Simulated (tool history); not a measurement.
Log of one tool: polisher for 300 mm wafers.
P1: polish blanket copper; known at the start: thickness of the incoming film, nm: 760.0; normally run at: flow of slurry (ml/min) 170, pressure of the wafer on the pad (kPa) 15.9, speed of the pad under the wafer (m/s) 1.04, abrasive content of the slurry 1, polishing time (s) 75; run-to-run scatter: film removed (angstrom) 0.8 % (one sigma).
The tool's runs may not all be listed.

| run | hour | flow of slurry (ml/min) | pressure of the wafer on the pad (kPa) | speed of the pad under the wafer (m/s) | abrasive content of the slurry | polishing time (s) | film removed (angstrom) |
|---|---|---|---|---|---|---|---|
| 1 | 9.3 | 170 | 15.9 | 1.04 | 1 | 75 | 1532.8 |
| 2 | 17 | 170 | 15.9 | 0.54 | 0.75 | 75 | 745.78 |
| 3 | 27.2 | 170 | 15.9 | 1.04 | 1 | 75 | 1504 |
| 4 | 31.8 | 170 | 23.4 | 1.04 | 1 | 75 | 2247.1 |
| 5 | 37.4 | 250 | 15.9 | 1.04 | 1 | 75 | 1593 |
| 6 | 43.6 | 235 | 15.9 | 1.04 | 1.2 | 75 | 1650.5 |
| 7 | 49.5 | 170 | 15.9 | 1.04 | 0.7 | 75 | 1426.1 |
| 8 | 57.6 | 100 | 15.9 | 1.04 | 1 | 75 | 1357.2 |
| 9 | 67.8 | 170 | 9.7 | 1.04 | 1 | 75 | 916.75 |
| 10 | 77.1 | 170 | 15.9 | 0.68 | 1 | 75 | 999.62 |
| 11 | 86.6 | 170 | 15.9 | 1.04 | 1 | 75 | 1512.4 |
| 12 | 93.9 | 170 | 15.9 | 1.04 | 1 | 34 | 696.45 |
| 13 | 99.5 | 170 | 15.9 | 1.4 | 1 | 75 | 2055.9 |
| 14 | 107.5 | 215 | 15.9 | 1.04 | 0.6 | 75 | 1404.7 |
| 15 | 112.2 | 170 | 15.9 | 1.04 | 1 | 75 | 1536.5 |
|  | 112.6 | slurry nozzle cleaned |
| 16 | 122.1 | 170 | 15.9 | 1.04 | 1.35 | 75 | 1636.6 |
| 17 | 130.4 | 170 | 15.9 | 1.04 | 1 | 75 | 1506.8 |
| 18 | 139.6 | 170 | 15.9 | 1.04 | 1 | 97 | 1966.8 |
| 19 | 146.4 | 170 | 15.9 | 1.04 | 1 | 75 | 1514.1 |
| 20 | 151.3 | 170 | 15.9 | 1.04 | 1 | 75 | 1507.1 |
| 21 | 156.7 | 170 | 15.9 | 1.04 | 1 | 75 | 1458.4 |
| 22 | 166.8 | 170 | 15.9 | 1.04 | 1 | 75 | 1473.4 |
| 23 | 177.1 | 170 | 15.9 | 1.04 | 1 | 75 | 1395.9 |
| 24 | 183.9 | 170 | 15.9 | 1.04 | 1 | 75 | 1424.9 |
| 25 | 192 | 170 | 15.9 | 1.04 | 1 | 75 | 1409.5 |
| 26 | 197.2 | 170 | 15.9 | 1.04 | 1 | 75 | 1405.6 |
| 27 | 203.4 | 170 | 15.9 | 1.04 | 1 | 75 | 1378.3 |
|  | 208.9 | head pressure recalibrated |
|  | 209.5 | slurry blender recalibrated |
| 28 | 211.9 | 170 | 15.9 | 1.04 | 1 | 75 | 1391.3 |
| 29 | 217.8 | 170 | 15.9 | 1.04 | 1 | 75 | 1396.5 |
| 30 | 225.3 | 170 | 15.9 | 1.04 | 1 | 75 | 1394.9 |
| 31 | 232.1 | 170 | 15.9 | 1.04 | 1 | 75 | 1389.4 |

What P1 gives has crept away from where it was. These 2 causes fit the log equally well, each at the size given:
A: slurry flow missing at the pad, % = 36
B: removal rate lost through wear of the pad, % = 8.18
The creep began at about hour 151.3.
Why every other cause is out:
head's pressure below its setpoint, %: serviced at hour 208.9, which brought nothing back
abrasive missing from the slurry, %: serviced at hour 209.5, which brought nothing back

4 check runs are offered, each on 2 wafers whose results are averaged, their results left as question marks. Which one tells the causes apart?
| check 1 | 238.9 | 170 | 15.9 | 0.7 | 1 | 75 | ? |
| check 2 | 238.9 | 170 | 15.9 | 0.84 | 1 | 75 | ? |
| check 3 | 238.9 | 110 | 15.9 | 1.04 | 1 | 75 | ? |
| check 4 | 238.9 | 170 | 11 | 1.04 | 1 | 75 | ? |

What each check would give under each cause:
| check | result | if A | if B |
|---|---|---|---|
| check 1 | film removed (angstrom) | 938.01 | 938.02 |
| check 2 | film removed (angstrom) | 1125.6 | 1125.6 |
| check 3 | film removed (angstrom) | 1232.2 | 1282.9 |
| check 4 | film removed (angstrom) | 969.47 | 969.48 |
How far apart the two closest causes lie, in the result that separates them most: check 1 0 %; check 2 0 %; check 3 4.03 %; check 4 0 %
Only check 3 tells the causes apart: in the others they would give nearly the same result.

Then check 3 was run and gave: film removed (angstrom) 1293.6. Which cause is it?

It is B: removal rate lost through wear of the pad, %.
